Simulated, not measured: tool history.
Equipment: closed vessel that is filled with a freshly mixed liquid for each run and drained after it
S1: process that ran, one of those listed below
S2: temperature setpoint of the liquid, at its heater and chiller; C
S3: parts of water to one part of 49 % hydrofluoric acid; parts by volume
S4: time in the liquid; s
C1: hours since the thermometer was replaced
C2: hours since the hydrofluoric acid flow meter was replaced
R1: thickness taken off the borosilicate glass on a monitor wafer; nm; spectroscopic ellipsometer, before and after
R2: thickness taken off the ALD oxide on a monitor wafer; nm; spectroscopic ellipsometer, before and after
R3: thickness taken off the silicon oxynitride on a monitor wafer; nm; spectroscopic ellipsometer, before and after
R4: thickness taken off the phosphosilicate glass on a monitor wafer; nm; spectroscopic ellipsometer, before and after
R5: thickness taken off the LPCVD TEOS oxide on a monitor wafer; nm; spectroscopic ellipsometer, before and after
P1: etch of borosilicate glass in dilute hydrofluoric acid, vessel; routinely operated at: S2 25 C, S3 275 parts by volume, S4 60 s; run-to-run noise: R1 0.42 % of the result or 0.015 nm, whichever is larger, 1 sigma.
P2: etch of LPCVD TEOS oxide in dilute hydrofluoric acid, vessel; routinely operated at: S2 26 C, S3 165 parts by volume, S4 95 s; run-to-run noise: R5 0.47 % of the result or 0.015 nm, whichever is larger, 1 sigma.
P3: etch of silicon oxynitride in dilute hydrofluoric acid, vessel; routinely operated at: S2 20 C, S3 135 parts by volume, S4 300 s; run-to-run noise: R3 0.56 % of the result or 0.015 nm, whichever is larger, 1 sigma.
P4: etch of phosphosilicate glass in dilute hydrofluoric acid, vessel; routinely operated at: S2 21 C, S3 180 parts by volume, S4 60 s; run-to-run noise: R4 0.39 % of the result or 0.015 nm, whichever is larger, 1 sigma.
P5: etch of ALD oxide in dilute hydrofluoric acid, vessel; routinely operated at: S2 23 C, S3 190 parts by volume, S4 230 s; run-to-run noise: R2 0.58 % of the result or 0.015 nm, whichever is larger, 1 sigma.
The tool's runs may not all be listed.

| run | hour | S1 | S2 | S3 | S4 | C1 | C2 | R1 | R2 | R3 | R4 | R5 |
|---|---|---|---|---|---|---|---|---|---|---|---|---|
| 1 | 6.5 | P1 | 25 | 275 | 60 | 776.1 | 337 | 6.6143 |  |  |  |  |
| 2 | 15.9 | P5 | 23 | 190 | 30 | 785.5 | 346.4 |  | 4.2847 |  |  |  |
| 3 | 25.5 | P3 | 20 | 135 | 300 | 795.1 | 356 |  |  | 8.4769 |  |  |
| 4 | 31.6 | P4 | 21 | 180 | 60 | 801.2 | 362.1 |  |  |  | 32.342 |  |
| 5 | 42.4 | P4 | 21 | 50 | 60 | 812 | 372.9 |  |  |  | 134.42 |  |
| 6 | 48.6 | P1 | 25 | 275 | 60 | 818.2 | 379.1 | 6.5679 |  |  |  |  |
| 7 | 59.3 | P3 | 17 | 135 | 300 | 828.9 | 389.8 |  |  | 7.4946 |  |  |
| 8 | 69.2 | P2 | 26 | 165 | 95 | 838.8 | 399.7 |  |  |  |  | 24.794 |
| 9 | 79.5 | P1 | 25 | 275 | 60 | 849.1 | 410 | 6.5715 |  |  |  |  |
| 10 | 87.3 | P1 | 18.5 | 275 | 60 | 856.9 | 417.8 | 5.1877 |  |  |  |  |
| 11 | 93.3 | P1 | 25 | 275 | 60 | 862.9 | 423.8 | 6.5859 |  |  |  |  |
| 12 | 102.7 | P1 | 25 | 275 | 60 | 872.3 | 433.2 | 6.6618 |  |  |  |  |
| 13 | 112.3 | P1 | 25 | 275 | 30 | 881.9 | 442.8 | 3.2634 |  |  |  |  |
| 14 | 118.7 | P5 | 23 | 270 | 230 | 888.3 | 449.2 |  | 21.406 |  |  |  |
| 15 | 125.3 | P3 | 20 | 135 | 300 | 894.9 | 455.8 |  |  | 8.5478 |  |  |
| 16 | 131.1 | P1 | 25 | 275 | 120 | 900.7 | 461.6 | 13.202 |  |  |  |  |
| 17 | 141.5 | P4 | 21 | 180 | 30 | 911.1 | 472 |  |  |  | 16.109 |  |
| 18 | 149 | P5 | 29.5 | 190 | 230 | 918.6 | 479.5 |  | 41.334 |  |  |  |
| 19 | 158.6 | P3 | 20 | 135 | 560 | 928.2 | 489.1 |  |  | 15.884 |  |  |
| 20 | 169.4 | P2 | 26 | 165 | 185 | 939 | 499.9 |  |  |  |  | 48.143 |
| 21 | 179.2 | P1 | 25 | 410 | 60 | 948.8 | 509.7 | 3.8982 |  |  |  |  |
| 22 | 185 | P3 | 20 | 25 | 300 | 954.6 | 515.5 |  |  | 49.807 |  |  |
| 23 | 195 | P5 | 23 | 190 | 230 | 964.6 | 525.5 |  | 32.722 |  |  |  |
| 24 | 206.1 | P1 | 25 | 470 | 30 | 975.7 | 536.6 | 1.6226 |  |  |  |  |
|  | 211 | thermometer replaced |
| 25 | 211.3 | P1 | 25 | 185 | 30 | 0.3 | 541.8 | 5.3985 |  |  |  |  |
| 26 | 217.1 | P1 | 25 | 100 | 60 | 6.1 | 547.6 | 21.999 |  |  |  |  |
| 27 | 222.6 | P1 | 32.5 | 275 | 60 | 11.6 | 553.1 | 8.4946 |  |  |  |  |
| 28 | 232.3 | P2 | 26 | 165 | 95 | 21.3 | 562.8 |  |  |  |  | 24.726 |
| 29 | 241.1 | P4 | 27 | 180 | 60 | 30.1 | 571.6 |  |  |  | 40.429 |  |
| 30 | 251.4 | P2 | 34 | 165 | 95 | 40.4 | 581.9 |  |  |  |  | 32.81 |
| 31 | 258.5 | P4 | 21 | 180 | 60 | 47.5 | 589 |  |  |  | 32.118 |  |
| 32 | 264 | P2 | 26 | 285 | 95 | 53 | 594.5 |  |  |  |  | 12.711 |

For run 33, what comes out?
| 33 | 272.5 | P1 | 25 | 275 | 60 | 61.5 | 603 | ? |  |  |  |  |

R1: 6.5682 nm

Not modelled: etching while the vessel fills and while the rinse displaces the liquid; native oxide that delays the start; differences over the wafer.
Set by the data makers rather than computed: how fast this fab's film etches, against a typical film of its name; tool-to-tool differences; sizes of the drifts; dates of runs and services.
